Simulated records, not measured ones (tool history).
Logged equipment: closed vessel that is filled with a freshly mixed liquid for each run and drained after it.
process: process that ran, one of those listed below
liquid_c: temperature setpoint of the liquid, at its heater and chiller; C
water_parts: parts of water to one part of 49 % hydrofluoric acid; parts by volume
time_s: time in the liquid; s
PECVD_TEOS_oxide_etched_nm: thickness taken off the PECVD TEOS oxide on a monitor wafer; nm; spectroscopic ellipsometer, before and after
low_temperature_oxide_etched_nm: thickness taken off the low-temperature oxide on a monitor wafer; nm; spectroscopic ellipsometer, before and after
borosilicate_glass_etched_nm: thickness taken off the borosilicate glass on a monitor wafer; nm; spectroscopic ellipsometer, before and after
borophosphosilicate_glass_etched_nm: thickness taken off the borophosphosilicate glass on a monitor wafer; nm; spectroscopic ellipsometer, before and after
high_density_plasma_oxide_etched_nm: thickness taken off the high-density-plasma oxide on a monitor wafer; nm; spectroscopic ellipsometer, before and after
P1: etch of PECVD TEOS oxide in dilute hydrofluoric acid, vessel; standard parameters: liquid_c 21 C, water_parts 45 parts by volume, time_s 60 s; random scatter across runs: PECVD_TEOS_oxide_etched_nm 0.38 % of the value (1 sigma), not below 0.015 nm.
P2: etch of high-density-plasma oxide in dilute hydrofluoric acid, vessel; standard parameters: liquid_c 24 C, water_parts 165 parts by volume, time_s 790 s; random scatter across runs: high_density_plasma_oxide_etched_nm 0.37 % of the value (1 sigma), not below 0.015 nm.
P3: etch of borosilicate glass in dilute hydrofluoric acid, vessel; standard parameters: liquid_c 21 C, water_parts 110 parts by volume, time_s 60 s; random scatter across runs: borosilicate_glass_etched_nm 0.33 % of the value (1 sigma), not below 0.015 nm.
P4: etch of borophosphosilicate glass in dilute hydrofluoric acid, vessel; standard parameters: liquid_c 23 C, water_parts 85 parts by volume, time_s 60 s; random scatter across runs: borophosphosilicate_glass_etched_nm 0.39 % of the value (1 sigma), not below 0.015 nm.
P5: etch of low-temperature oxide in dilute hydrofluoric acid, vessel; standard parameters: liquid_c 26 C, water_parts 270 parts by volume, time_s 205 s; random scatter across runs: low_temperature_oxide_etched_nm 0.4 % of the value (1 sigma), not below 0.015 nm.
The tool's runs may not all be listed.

run	hour	process	liquid_c	water_parts	time_s	hours since the thermometer was replaced	hours since the hydrofluoric acid flow meter was replaced	PECVD_TEOS_oxide_etched_nm	low_temperature_oxide_etched_nm	borosilicate_glass_etched_nm	borophosphosilicate_glass_etched_nm	high_density_plasma_oxide_etched_nm
1	6.5	P1	21	45	60	729.1	733.7	35.62				
2	13.5	P5	26	395	205	736.1	740.7		9.4732			
3	22.2	P1	21	45	95	744.8	749.4	56.242				
4	34.9	P3	21	40	60	757.5	762.1			29.814		
5	41.3	P1	21	65	85	763.9	768.5	33.802				
6	53.7	P4	23	85	100	776.3	780.9				64.209	
7	63.6	P1	21	30	60	786.2	790.8	54.344				
8	72.8	P3	21	110	30	795.4	800			5.0372		
9	81	P2	24	60	790	803.6	808.2					72.453
10	93.1	P4	23	85	60	815.7	820.3				38.917	
11	99.5	P2	24	165	790	822.1	826.7					23.216
12	108.4	P5	26	270	50	831	835.6		3.8136			
13	116.8	P2	24	165	1505	839.4	844					44.315
14	129.2	P5	26	270	205	851.8	856.4		15.594			
15	142.3	P4	23	120	60	864.9	869.5				26.474	
16	155.5	P1	21	45	60	878.1	882.7	35.529				
17	165	P1	21	45	60	887.6	892.2	35.622				
18	176.1	P1	17	45	60	898.7	903.3	29.819				
19	183.9	P5	33.5	270	205	906.5	911.1		20.118			
20	195.9	P1	25	45	60	918.5	923.1	41.996				
21	202.2	P1	21	65	95	924.8	929.4	38.077				
22	215.2	P4	17	85	60	937.8	942.4				30.141	
23	226.7	P1	21	65	60	949.3	953.9	24.032				
24	239.3	P5	26	270	205	961.9	966.5		15.635			
25	248.9	P3	26	110	60	971.5	976.1			12.192		
26	256	P1	21	45	60	978.6	983.2	35.483				
27	262.1	P1	21	45	60	984.7	989.3	35.45				
28	273.1	P3	21	110	60	995.7	1000.3			9.9799		
29	283.7	P2	17	165	790	1006.3	1010.9					17.676
30	292.7	P1	21	45	30	1015.3	1019.9	17.703				
31	302.7	P1	26	45	30	1025.3	1029.9	21.881				
32	312.2	P1	21	45	60	1034.8	1039.4	35.514				
33	326	P1	21	45	60	1048.6	1053.2	33.523				
34	332.2	P1	21	45	60	1054.8	1059.4	33.138				

For run 35, what comes out?
35	340.9	P1	21	45	60	1063.5	1068.1	?				

{"run 35": {"PECVD_TEOS_oxide_etched_nm": 32.58}}

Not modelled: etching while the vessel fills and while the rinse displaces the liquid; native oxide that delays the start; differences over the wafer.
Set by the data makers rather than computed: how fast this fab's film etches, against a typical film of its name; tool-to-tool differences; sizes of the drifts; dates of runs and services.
